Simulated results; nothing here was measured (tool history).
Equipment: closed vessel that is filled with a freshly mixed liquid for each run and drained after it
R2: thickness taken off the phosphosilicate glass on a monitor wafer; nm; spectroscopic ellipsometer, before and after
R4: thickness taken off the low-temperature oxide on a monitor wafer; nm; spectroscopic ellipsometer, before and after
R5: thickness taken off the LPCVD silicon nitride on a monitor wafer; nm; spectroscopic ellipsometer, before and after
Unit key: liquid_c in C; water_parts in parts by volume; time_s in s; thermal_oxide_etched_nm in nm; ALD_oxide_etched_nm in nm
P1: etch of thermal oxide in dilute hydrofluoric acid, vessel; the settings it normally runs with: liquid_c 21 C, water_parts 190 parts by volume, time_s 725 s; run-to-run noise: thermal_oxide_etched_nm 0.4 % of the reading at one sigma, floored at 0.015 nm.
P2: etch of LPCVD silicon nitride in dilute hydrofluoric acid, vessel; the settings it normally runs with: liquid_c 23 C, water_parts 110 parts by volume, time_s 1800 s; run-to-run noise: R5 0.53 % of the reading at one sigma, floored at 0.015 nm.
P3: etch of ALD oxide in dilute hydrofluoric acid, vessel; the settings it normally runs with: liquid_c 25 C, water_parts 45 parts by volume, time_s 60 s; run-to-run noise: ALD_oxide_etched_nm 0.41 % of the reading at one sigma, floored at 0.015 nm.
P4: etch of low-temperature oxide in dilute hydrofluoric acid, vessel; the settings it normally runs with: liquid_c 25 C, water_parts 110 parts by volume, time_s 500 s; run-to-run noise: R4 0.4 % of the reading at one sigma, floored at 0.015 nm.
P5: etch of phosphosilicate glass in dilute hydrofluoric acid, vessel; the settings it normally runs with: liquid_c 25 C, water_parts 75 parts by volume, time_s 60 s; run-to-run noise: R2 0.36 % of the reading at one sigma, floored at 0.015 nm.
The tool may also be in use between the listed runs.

Run 1, hour 8.6: process P1, liquid_c 21 C, water_parts 190 parts by volume, time_s 725 s. Result: thermal_oxide_etched_nm 14.67 nm.
Run 2, hour 17.6: process P1, liquid_c 21 C, water_parts 190 parts by volume, time_s 725 s. Result: thermal_oxide_etched_nm 14.622 nm.
Run 3, hour 31.6: process P5, liquid_c 25 C, water_parts 75 parts by volume, time_s 105 s. Result: R2 188.69 nm.
Run 4, hour 48.9: process P3, liquid_c 32.5 C, water_parts 45 parts by volume, time_s 60 s. Result: ALD_oxide_etched_nm 54.049 nm.
Run 5, hour 65.6: process P5, liquid_c 25 C, water_parts 35 parts by volume, time_s 60 s. Result: R2 244.33 nm.
Run 6, hour 81.6: process P3, liquid_c 25 C, water_parts 75 parts by volume, time_s 60 s. Result: ALD_oxide_etched_nm 23.137 nm.
Run 7, hour 89.7: process P1, liquid_c 21 C, water_parts 190 parts by volume, time_s 725 s. Result: thermal_oxide_etched_nm 14.538 nm.
Run 8, hour 106.3: process P4, liquid_c 25 C, water_parts 110 parts by volume, time_s 500 s. Result: R4 50.132 nm.
Run 9, hour 117.1: process P1, liquid_c 21 C, water_parts 80 parts by volume, time_s 725 s. Result: thermal_oxide_etched_nm 38.817 nm.
Run 10, hour 132.2: process P4, liquid_c 25 C, water_parts 110 parts by volume, time_s 500 s. Result: R4 50.042 nm.
Run 11, hour 143.3: process P1, liquid_c 21 C, water_parts 265 parts by volume, time_s 725 s. Result: thermal_oxide_etched_nm 9.6757 nm.
Run 12, hour 160.6: process P1, liquid_c 21 C, water_parts 190 parts by volume, time_s 725 s. Result: thermal_oxide_etched_nm 14.57 nm.
Run 13, hour 171.1: process P2, liquid_c 23 C, water_parts 110 parts by volume, time_s 1800 s. Result: R5 7.4845 nm.
Run 14, hour 182.4: process P5, liquid_c 25 C, water_parts 75 parts by volume, time_s 60 s. Result: R2 108.5 nm.
Run 15, hour 193.1: process P1, liquid_c 21 C, water_parts 190 parts by volume, time_s 725 s. Result: thermal_oxide_etched_nm 14.634 nm.
Run 16, hour 207.1: process P3, liquid_c 25 C, water_parts 45 parts by volume, time_s 30 s. Result: ALD_oxide_etched_nm 20.046 nm.
Run 17, hour 220.1: process P5, liquid_c 32.5 C, water_parts 75 parts by volume, time_s 60 s. Result: R2 144.7 nm.
Run 18, hour 230.6: process P1, liquid_c 21 C, water_parts 190 parts by volume, time_s 1075 s. Result: thermal_oxide_etched_nm 21.57 nm.
Run 19, hour 246.3: process P1, liquid_c 17 C, water_parts 190 parts by volume, time_s 725 s. Result: thermal_oxide_etched_nm 12.461 nm.
Run 20, hour 262: process P1, liquid_c 21 C, water_parts 190 parts by volume, time_s 725 s. Result: thermal_oxide_etched_nm 14.585 nm.
At hour 266.7: hydrofluoric acid flow meter replaced.
Run 21, hour 275.5: process P1, liquid_c 25 C, water_parts 190 parts by volume, time_s 725 s. Result: thermal_oxide_etched_nm 16.913 nm.
Run 22, hour 290.4: process P2, liquid_c 23 C, water_parts 110 parts by volume, time_s 3085 s. Result: R5 12.829 nm.
Run 23, hour 307.8: process P3, liquid_c 25 C, water_parts 45 parts by volume, time_s 60 s. Result: ALD_oxide_etched_nm 40.414 nm.
Run 24, hour 322.1: process P5, liquid_c 25 C, water_parts 75 parts by volume, time_s 60 s. Result: R2 108.4 nm.
Run 25, hour 335.6: process P4, liquid_c 25 C, water_parts 30 parts by volume, time_s 500 s. Result: R4 204.21 nm.
Run 26, hour 345.2: process P1, liquid_c 17 C, water_parts 190 parts by volume, time_s 1100 s. Result: thermal_oxide_etched_nm 18.921 nm.
Run 27, hour 360: process P4, liquid_c 25 C, water_parts 110 parts by volume, time_s 150 s. Result: R4 15.014 nm.
Run 28, hour 374.9: process P2, liquid_c 17 C, water_parts 110 parts by volume, time_s 1800 s. Result: R5 5.0141 nm.
Run 29, hour 387.8: process P1, liquid_c 21 C, water_parts 190 parts by volume, time_s 70 s. Result: thermal_oxide_etched_nm 1.42 nm.
Run 30, hour 401.5: process P4, liquid_c 30 C, water_parts 110 parts by volume, time_s 500 s. Result: R4 60.608 nm.
Run 31, hour 414.4: process P2, liquid_c 23 C, water_parts 25 parts by volume, time_s 1800 s. Result: R5 31.827 nm.
Run 32, hour 432.1: process P1, liquid_c 21 C, water_parts 190 parts by volume, time_s 725 s. Result: thermal_oxide_etched_nm 14.525 nm.
Run 33, hour 443.7: process P1, liquid_c 21 C, water_parts 190 parts by volume, time_s 725 s. Result: thermal_oxide_etched_nm 14.151 nm.
Run 34, hour 457.6: process P1, liquid_c 21 C, water_parts 190 parts by volume, time_s 725 s. Result: thermal_oxide_etched_nm 13.793 nm.
Run 35, hour 469.1: process P1, liquid_c 21 C, water_parts 190 parts by volume, time_s 725 s. Result: thermal_oxide_etched_nm 13.616 nm.
Run 36, hour 478.4: process P1, liquid_c 21 C, water_parts 190 parts by volume, time_s 725 s. Result: thermal_oxide_etched_nm 13.561 nm.
Run 37, hour 487.5: process P1, liquid_c 21 C, water_parts 190 parts by volume, time_s 725 s. Result: thermal_oxide_etched_nm 13.392 nm.
Run 38, hour 505.8: process P1, liquid_c 21 C, water_parts 190 parts by volume, time_s 725 s. Result: thermal_oxide_etched_nm 13.25 nm.
Run 39, hour 519.2: process P1, liquid_c 21 C, water_parts 190 parts by volume, time_s 725 s. Result: thermal_oxide_etched_nm 13.336 nm.
Run 40, hour 530.5: process P1, liquid_c 21 C, water_parts 190 parts by volume, time_s 725 s. Result: thermal_oxide_etched_nm 13.292 nm.
Run 41, hour 542.1: process P1, liquid_c 21 C, water_parts 190 parts by volume, time_s 725 s. Result: thermal_oxide_etched_nm 13.284 nm.
Run 42, hour 553.9: process P1, liquid_c 21 C, water_parts 190 parts by volume, time_s 725 s. Result: thermal_oxide_etched_nm 13.362 nm.

P1 no longer gives what it gave before; its output has crept away from where it was. The following 2 causes, each at its listed size, fit the log equally well:
A: hydrofluoric acid flow below the setpoint (%) = 7.49
B: liquid colder than its thermometer reads (K) = 2.4
Creep in the process output first set in at about hour 432.1.

Which of the 4 check runs listed below separates the causes, so that each cause would produce a clearly different result? Each run uses one wafer, and its results are marked with question marks.
Run check 1, hour 565.7: process P2, liquid_c 19.5 C, water_parts 30 parts by volume, time_s 1800 s. Result: R5 ?.
Run check 2, hour 565.7: process P4, liquid_c 25 C, water_parts 110 parts by volume, time_s 170 s. Result: R4 ?.
Run check 3, hour 565.7: process P5, liquid_c 31.5 C, water_parts 75 parts by volume, time_s 60 s. Result: R2 ?.
Run check 4, hour 565.7: process P3, liquid_c 32.5 C, water_parts 45 parts by volume, time_s 60 s. Result: ALD_oxide_etched_nm ?.

Check results expected under each cause:
  check               result    if A    if B
check 1                   R5  19.404  17.639
check 2                   R4  15.621  15.532
check 3                   R2  128.01   127.4
check 4  ALD_oxide_etched_nm  49.839  49.348
Smallest distance between any two causes, each pair judged by its most separating result, in per cent: check 1 9.53 %; check 2 0.57 %; check 3 0.47 %; check 4 0.99 %
Check 1 is the one run that separates the causes; every other check would come out nearly the same whichever cause is at work.

Check 1 was carried out, with these results: R5 19.37 nm. Which of the listed causes is responsible?

The cause is A: hydrofluoric acid flow below the setpoint (%).
